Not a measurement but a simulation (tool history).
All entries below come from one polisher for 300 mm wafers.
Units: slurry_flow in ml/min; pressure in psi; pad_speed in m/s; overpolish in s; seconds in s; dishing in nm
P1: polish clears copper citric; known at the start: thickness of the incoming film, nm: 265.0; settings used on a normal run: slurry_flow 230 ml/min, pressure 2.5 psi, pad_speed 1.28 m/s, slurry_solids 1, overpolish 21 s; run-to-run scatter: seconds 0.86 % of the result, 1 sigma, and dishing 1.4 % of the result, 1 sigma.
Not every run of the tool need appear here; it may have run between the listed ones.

Run 1, hour 2.6: slurry_flow 230 ml/min, pressure 2.5 psi, pad_speed 1.28 m/s, slurry_solids 1, overpolish 21 s. Result: seconds 116.32 s, dishing 32.87 nm.
Run 2, hour 5.4: slurry_flow 140 ml/min, pressure 2.5 psi, pad_speed 1.28 m/s, slurry_solids 1, overpolish 21 s. Result: seconds 122.08 s, dishing 30.917 nm.
Run 3, hour 10.4: slurry_flow 230 ml/min, pressure 2.5 psi, pad_speed 1.62 m/s, slurry_solids 1, overpolish 37 s. Result: seconds 91.25 s, dishing 60.122 nm.
Run 4, hour 13.2: slurry_flow 335 ml/min, pressure 3.6 psi, pad_speed 1.28 m/s, slurry_solids 1, overpolish 21 s. Result: seconds 78.25 s, dishing 45.738 nm.
Run 5, hour 16.2: slurry_flow 315 ml/min, pressure 2.5 psi, pad_speed 1.28 m/s, slurry_solids 1, overpolish 21 s. Result: seconds 113.16 s, dishing 33.842 nm.
Run 6, hour 19.5: slurry_flow 230 ml/min, pressure 2.5 psi, pad_speed 1.28 m/s, slurry_solids 1, overpolish 21 s. Result: seconds 115.57 s, dishing 32.283 nm.
Run 7, hour 23.4: slurry_flow 230 ml/min, pressure 3.4 psi, pad_speed 1.28 m/s, slurry_solids 1, overpolish 21 s. Result: seconds 86.374 s, dishing 42.03 nm.
Run 8, hour 27.1: slurry_flow 230 ml/min, pressure 2.5 psi, pad_speed 0.92 m/s, slurry_solids 1, overpolish 21 s. Result: seconds 160.44 s, dishing 24.768 nm.
Run 9, hour 30: slurry_flow 230 ml/min, pressure 1.1 psi, pad_speed 1.28 m/s, slurry_solids 1, overpolish 21 s. Result: seconds 256.06 s, dishing 15.924 nm.
Run 10, hour 34.3: slurry_flow 230 ml/min, pressure 2.5 psi, pad_speed 1.28 m/s, slurry_solids 1, overpolish 21 s. Result: seconds 115.35 s, dishing 33.053 nm.
Run 11, hour 36.6: slurry_flow 230 ml/min, pressure 2.5 psi, pad_speed 1.28 m/s, slurry_solids 1, overpolish 21 s. Result: seconds 116.14 s, dishing 32.985 nm.
Run 12, hour 40.4: slurry_flow 230 ml/min, pressure 2.5 psi, pad_speed 1.28 m/s, slurry_solids 1, overpolish 6 s. Result: seconds 116.45 s, dishing 10.522 nm.
Run 13, hour 44.4: slurry_flow 230 ml/min, pressure 2.5 psi, pad_speed 1.28 m/s, slurry_solids 1, overpolish 21 s. Result: seconds 116.41 s, dishing 32.734 nm.
Run 14, hour 49.2: slurry_flow 230 ml/min, pressure 2.5 psi, pad_speed 1.28 m/s, slurry_solids 1.35, overpolish 21 s. Result: seconds 108.28 s, dishing 34.177 nm.
Run 15, hour 54.6: slurry_flow 230 ml/min, pressure 2.5 psi, pad_speed 1.28 m/s, slurry_solids 1, overpolish 21 s. Result: seconds 114.39 s, dishing 32.135 nm.

Run 16, settings as shown, results not yet in. Your forecast:
Run 16, hour 58.5: slurry_flow 230 ml/min, pressure 2.5 psi, pad_speed 1.28 m/s, slurry_solids 1, overpolish 21 s. Result: seconds ?, dishing ?.

{"run 16": {"seconds": 115.71, "dishing": 32.363}}
